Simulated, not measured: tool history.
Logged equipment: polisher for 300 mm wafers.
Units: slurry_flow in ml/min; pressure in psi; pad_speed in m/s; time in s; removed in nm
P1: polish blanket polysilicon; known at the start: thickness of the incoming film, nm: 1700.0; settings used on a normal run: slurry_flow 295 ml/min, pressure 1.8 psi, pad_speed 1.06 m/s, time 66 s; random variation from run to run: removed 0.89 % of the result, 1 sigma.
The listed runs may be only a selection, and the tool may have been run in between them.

run,day,slurry_flow,pressure,pad_speed,time,wafers polished on this pad,hours since the slurry nozzle was cleaned,hours since the head pressure was calibrated,removed
1,0.688,295,1.8,1.06,66,788,336.8,71.1,312.42
2,1.154,295,1.8,1.06,66,882,348,82.3,309.01
3,1.529,295,1.8,0.54,66,958,357,91.3,158.93
4,1.871,295,1.8,1.06,66,1027,365.2,99.5,311.89
5,2.404,295,1.8,1.06,41,1134,378,112.3,193.53
# day 2.742: head pressure recalibrated
6,3.092,295,1.8,1.54,66,1273,394.5,8.4,448.55
7,3.638,295,1.8,1.06,92,1383,407.6,21.5,437.43
8,4.112,295,2.7,1.06,66,1479,419,32.9,471.51
9,4.592,295,1.2,1.06,66,1576,430.5,44.4,210.81
10,5.133,380,1.8,1.06,66,1685,443.5,57.4,318.02
11,5.829,175,1.8,1.06,66,1826,460.2,74.1,293.07
12,6.242,205,1.8,1.06,87,1909,470.1,84,392.9
13,6.683,295,1.8,1.06,66,1998,480.7,94.6,306.89
14,7.171,295,1.8,1.06,66,2096,492.4,106.3,314.09
15,7.504,295,1.8,1.06,66,2164,500.4,114.3,308.82
16,7.925,295,1.8,1.06,66,2249,510.5,124.4,299.42
17,8.288,295,1.8,1.06,66,2322,519.2,133.1,297.55
18,8.988,295,1.8,1.06,66,2463,536,149.9,297.84
19,9.396,295,1.8,1.06,66,2545,545.8,159.7,299.1
# day 9.875: worn pad replaced by a new one
20,9.979,295,1.8,1.06,66,21,559.8,173.7,294.95
21,10.638,295,1.8,1.06,66,153,575.6,189.5,296.97
22,11.162,295,1.8,1.06,66,259,588.2,202.1,294.93
23,11.625,295,1.8,1.06,66,353,599.3,213.2,296.01
24,12.058,295,1.8,1.06,66,440,609.7,223.6,295.77

What P1 gives has crept off from where it sat before. The 2 causes that follow fit the log equally well, each at the size noted:
A: head's pressure below its setpoint, % = 5.55
B: slurry flow missing at the pad, % = 38.8
The process output started creeping at around day 7.171.
All other causes, with the reason each is excluded:
removal rate lost through wear of the pad, %: serviced at day 9.875, which brought nothing back

Each of the check runs listed below is run on 5 wafers and reports their average, with the results left as question marks. Pick the one under which the possible causes would lead to clearly different results.
check 1,12.492,295,1.8,1.34,50,,,,?
check 2,12.492,295,1.8,1.06,80,,,,?
check 3,12.492,175,2.3,1.06,66,,,,?
check 4,12.492,295,2.3,1.06,66,,,,?

What every check run would give for each of its results, assuming each possible cause in turn:
check,result,if A,if B
check 1,removed,281.23,281.22
check 2,removed,355.94,355.93
check 3,removed,352.76,340.37
check 4,removed,375.22,375.21
How far apart the two closest causes lie, in the result that separates them most: check 1 0 %; check 2 0 %; check 3 3.58 %; check 4 0 %
The causes can be told apart only by check 3. The other checks would give nearly the same results under each of them.

After running check 3, the following was obtained: removed 352.47 nm. Which cause does this point to?

The correct cause is A, namely: head's pressure below its setpoint, %.
